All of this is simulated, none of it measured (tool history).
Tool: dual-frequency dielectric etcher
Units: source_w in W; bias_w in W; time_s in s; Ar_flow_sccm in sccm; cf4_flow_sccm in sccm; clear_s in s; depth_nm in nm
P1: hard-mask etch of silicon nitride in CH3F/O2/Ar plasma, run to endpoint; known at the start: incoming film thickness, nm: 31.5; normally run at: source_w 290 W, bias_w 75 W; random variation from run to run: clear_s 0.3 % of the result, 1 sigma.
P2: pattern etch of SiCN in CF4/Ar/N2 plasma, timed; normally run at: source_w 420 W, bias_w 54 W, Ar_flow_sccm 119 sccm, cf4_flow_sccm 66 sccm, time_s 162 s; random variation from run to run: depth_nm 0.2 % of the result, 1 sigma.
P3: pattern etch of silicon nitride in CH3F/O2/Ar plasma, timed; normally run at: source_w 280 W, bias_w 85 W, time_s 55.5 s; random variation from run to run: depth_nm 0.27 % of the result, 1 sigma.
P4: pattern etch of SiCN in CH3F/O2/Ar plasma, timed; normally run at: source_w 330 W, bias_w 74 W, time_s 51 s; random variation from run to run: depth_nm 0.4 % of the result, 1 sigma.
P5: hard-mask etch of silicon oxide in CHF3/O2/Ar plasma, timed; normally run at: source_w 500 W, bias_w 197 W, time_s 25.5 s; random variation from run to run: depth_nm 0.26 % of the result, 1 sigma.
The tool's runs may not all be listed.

run 1 hour=11 | process=P1 source_w=290 bias_w=75 | clear_s=54.972
run 2 hour=23.1 | process=P3 source_w=280 bias_w=85 time_s=55.5 | depth_nm=37.376
run 3 hour=30.1 | process=P2 source_w=420 bias_w=54 time_s=162 Ar_flow_sccm=119 cf4_flow_sccm=66 | depth_nm=113.8
run 4 hour=40.2 | process=P1 source_w=290 bias_w=75 | clear_s=54.908
run 5 hour=50.1 | process=P5 source_w=500 bias_w=197 time_s=25.5 | depth_nm=48.362
run 6 hour=63 | process=P5 source_w=500 bias_w=128 time_s=25.5 | depth_nm=41.89
run 7 hour=70.6 | process=P2 source_w=420 bias_w=31 time_s=162 Ar_flow_sccm=119 cf4_flow_sccm=66 | depth_nm=95.398
run 8 hour=81.1 | process=P5 source_w=680 bias_w=197 time_s=25.5 | depth_nm=54.471
run 9 hour=92.6 | process=P4 source_w=330 bias_w=74 time_s=51 | depth_nm=18.32
-- hour=104.5 wet clean of the chamber
run 10 hour=106.5 | process=P3 source_w=280 bias_w=85 time_s=55.5 | depth_nm=37.445
run 11 hour=116.8 | process=P2 source_w=550 bias_w=54 time_s=162 Ar_flow_sccm=119 cf4_flow_sccm=66 | depth_nm=144.2
run 12 hour=131.3 | process=P5 source_w=500 bias_w=197 time_s=31 | depth_nm=58.619
run 13 hour=145.1 | process=P2 source_w=420 bias_w=54 time_s=228 Ar_flow_sccm=119 cf4_flow_sccm=66 | depth_nm=159.87
run 14 hour=158.6 | process=P4 source_w=440 bias_w=74 time_s=51 | depth_nm=20.354
run 15 hour=168.5 | process=P1 source_w=350 bias_w=75 | clear_s=50.918
run 16 hour=176.7 | process=P1 source_w=200 bias_w=75 | clear_s=62.958
run 17 hour=184.9 | process=P4 source_w=330 bias_w=74 time_s=51 | depth_nm=18.321
run 18 hour=194.4 | process=P2 source_w=420 bias_w=54 time_s=162 Ar_flow_sccm=119 cf4_flow_sccm=47 | depth_nm=107
run 19 hour=207.4 | process=P3 source_w=280 bias_w=102 time_s=55.5 | depth_nm=40.009
run 20 hour=214.2 | process=P3 source_w=370 bias_w=85 time_s=55.5 | depth_nm=41.423
run 21 hour=221.6 | process=P1 source_w=290 bias_w=75 | clear_s=54.885
run 22 hour=235.6 | process=P4 source_w=330 bias_w=99 time_s=51 | depth_nm=20.37
run 23 hour=245.4 | process=P1 source_w=290 bias_w=98 | clear_s=49.513
run 24 hour=255.7 | process=P2 source_w=420 bias_w=54 time_s=162 Ar_flow_sccm=119 cf4_flow_sccm=66 | depth_nm=113.6
run 25 hour=265.3 | process=P1 source_w=290 bias_w=59 | clear_s=59.665
run 26 hour=277.3 | process=P1 source_w=290 bias_w=75 | clear_s=54.885
run 27 hour=284.4 | process=P1 source_w=350 bias_w=91 | clear_s=47.79
run 28 hour=298.9 | process=P4 source_w=330 bias_w=74 time_s=31.5 | depth_nm=11.356
run 29 hour=313.5 | process=P2 source_w=420 bias_w=54 time_s=162 Ar_flow_sccm=85 cf4_flow_sccm=66 | depth_nm=120.16
run 30 hour=320.2 | process=P5 source_w=500 bias_w=197 time_s=25.5 | depth_nm=48.35
run 31 hour=327.8 | process=P3 source_w=280 bias_w=85 time_s=31 | depth_nm=20.919
run 32 hour=340.9 | process=P1 source_w=290 bias_w=75 | clear_s=54.866
run 33 hour=353.9 | process=P1 source_w=290 bias_w=75 | clear_s=54.487
run 34 hour=364.6 | process=P1 source_w=290 bias_w=75 | clear_s=54.464
run 35 hour=374.1 | process=P1 source_w=290 bias_w=75 | clear_s=54.107
run 36 hour=384.2 | process=P1 source_w=290 bias_w=75 | clear_s=53.751
run 37 hour=390.5 | process=P1 source_w=290 bias_w=75 | clear_s=54.108
run 38 hour=397.6 | process=P1 source_w=290 bias_w=75 | clear_s=54.189
-- hour=401.6 wet clean of the chamber
run 39 hour=407.8 | process=P1 source_w=290 bias_w=75 | clear_s=54.004
run 40 hour=420.1 | process=P1 source_w=290 bias_w=75 | clear_s=53.852
run 41 hour=430.5 | process=P1 source_w=290 bias_w=75 | clear_s=53.911
run 42 hour=439.4 | process=P1 source_w=290 bias_w=75 | clear_s=53.658

What P1 gives has crept away from where it was. These 2 causes fit the log equally well, each at the size given:
A: source power that arrives over what is set, % = 4.13
B: bias power that arrives over what is set, % = 4.36
The creep began at about hour 340.9.
Why every other cause is out:
chamber walls in a state that raises the etch rate, %: serviced at hour 401.6, which brought nothing back

4 check runs are offered, one wafer each, their results left as question marks. Which one tells the causes apart?
run check 1 hour=448.3 | process=P2 source_w=420 bias_w=54 time_s=162 Ar_flow_sccm=119 cf4_flow_sccm=66 | depth_nm=?
run check 2 hour=448.3 | process=P4 source_w=330 bias_w=74 time_s=51 | depth_nm=?
run check 3 hour=448.3 | process=P3 source_w=280 bias_w=85 time_s=55.5 | depth_nm=?
run check 4 hour=448.3 | process=P5 source_w=500 bias_w=197 time_s=25.5 | depth_nm=?

What each check would give under each cause:
check=check_1 result=depth_nm if_A=117.69 if_B=115.24
check=check_2 result=depth_nm if_A=18.564 if_B=18.57
check=check_3 result=depth_nm if_A=37.957 if_B=37.977
check=check_4 result=depth_nm if_A=49.12 if_B=49.095
How far apart the two closest causes lie, in the result that separates them most: check 1 2.1 %; check 2 0.03 %; check 3 0.05 %; check 4 0.05 %
Only check 1 tells the causes apart: in the others they would give nearly the same result.

Then check 1 was run and gave: depth_nm 115.2 nm. Which cause is it?

It is B: bias power that arrives over what is set, %.

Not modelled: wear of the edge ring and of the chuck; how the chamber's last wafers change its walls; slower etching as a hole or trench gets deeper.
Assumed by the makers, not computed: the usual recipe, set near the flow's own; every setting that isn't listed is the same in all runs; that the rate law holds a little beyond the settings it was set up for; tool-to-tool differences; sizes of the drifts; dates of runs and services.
